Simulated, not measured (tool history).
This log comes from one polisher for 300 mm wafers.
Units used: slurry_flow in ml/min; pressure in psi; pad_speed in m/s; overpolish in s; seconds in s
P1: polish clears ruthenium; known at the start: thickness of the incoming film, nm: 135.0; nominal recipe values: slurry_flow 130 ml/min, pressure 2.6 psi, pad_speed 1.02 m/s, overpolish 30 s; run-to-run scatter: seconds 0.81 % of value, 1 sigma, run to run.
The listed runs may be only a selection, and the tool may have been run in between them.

run,hour,slurry_flow,pressure,pad_speed,overpolish,wafers polished on this pad,hours since the slurry nozzle was cleaned,hours since the head pressure was calibrated,seconds
1,9.6,130,2.6,1.02,30,499,208.5,623.9,102.51
2,16.9,130,2.6,1.02,30,557,215.8,631.2,101.91
# hour 24.3: slurry nozzle cleaned
3,27.5,130,2.6,0.58,30,641,3.2,641.8,180.8
4,38.3,130,2.6,1.02,9,726,14,652.6,102.77
5,46.6,130,2.6,1.02,30,792,22.3,660.9,103.14
6,59.5,130,1.9,1.02,30,894,35.2,673.8,140.15
7,66.2,130,2.6,1.62,30,947,41.9,680.5,63.946
8,73.3,95,2.6,1.02,30,1004,49,687.6,109.69
9,80.2,95,1.7,1.02,30,1059,55.9,694.5,170.2
10,91.4,130,2.6,1.02,30,1147,67.1,705.7,103.88
11,104.1,200,2.6,1.02,30,1248,79.8,718.4,94.812
12,111.2,130,2.6,1.02,30,1304,86.9,725.5,102.16
13,123.5,130,3.2,1.02,30,1402,99.2,737.8,83.485
14,130.2,130,2.6,1.02,59,1455,105.9,744.5,102.53
15,137.8,130,3.4,1.02,9,1515,113.5,752.1,78.326
16,143.7,130,2.6,1.02,30,1562,119.4,758,103.19
17,156.4,130,2.6,1.02,30,1663,132.1,770.7,107.96
18,168.7,130,2.6,1.02,30,1760,144.4,783,111.39
19,174.5,130,2.6,1.02,30,1806,150.2,788.8,111.34
20,182.5,130,2.6,1.02,30,1870,158.2,796.8,114.79
21,191.1,130,2.6,1.02,30,1938,166.8,805.4,112.68
# hour 199.4: head pressure recalibrated
22,203.8,130,2.6,1.02,30,2039,179.5,4.4,113.58
23,210,130,2.6,1.02,30,2088,185.7,10.6,114.35
24,222.1,130,2.6,1.02,30,2184,197.8,22.7,114.83
25,235,130,2.6,1.02,30,2286,210.7,35.6,116.79

Compared with where it was, what P1 gives has crept away. Each cause listed below fits the log as well as the rest, at the size given for it:
A: removal rate lost through wear of the pad, % = 11.4
B: slurry flow missing at the pad, % = 38.6
The gradual shift began around hour 143.7.
What rules out each remaining cause:
head's pressure below its setpoint, %: was serviced at hour 199.4, once the creep was under way, yet the earlier output never came back

Of the 4 check runs below, each run on 3 wafers with the results averaged and each result still a question mark, which one would tell the listed causes apart?
check 1,247.9,95,2.6,1.02,51,,,,?
check 2,247.9,130,2.6,1.32,19,,,,?
check 3,247.9,130,2.6,0.76,30,,,,?
check 4,247.9,130,2.6,1.02,58,,,,?

Check results expected under each cause:
check,result,if A,if B
check 1,seconds,124.33,129.01
check 2,seconds,89.441,89.405
check 3,seconds,155.34,155.28
check 4,seconds,115.75,115.7
Per check, the gap between the least separated pair of causes, taken in the result that splits them most: check 1 3.7 %; check 2 0.04 %; check 3 0.04 %; check 4 0.04 %
The other checks would show nearly matching results whichever cause is true, so check 1 is the only one that separates the causes.

The results of check 1 are: seconds 124.07 s. Based on these, which of the listed causes is it?

It was cause A: removal rate lost through wear of the pad, %.
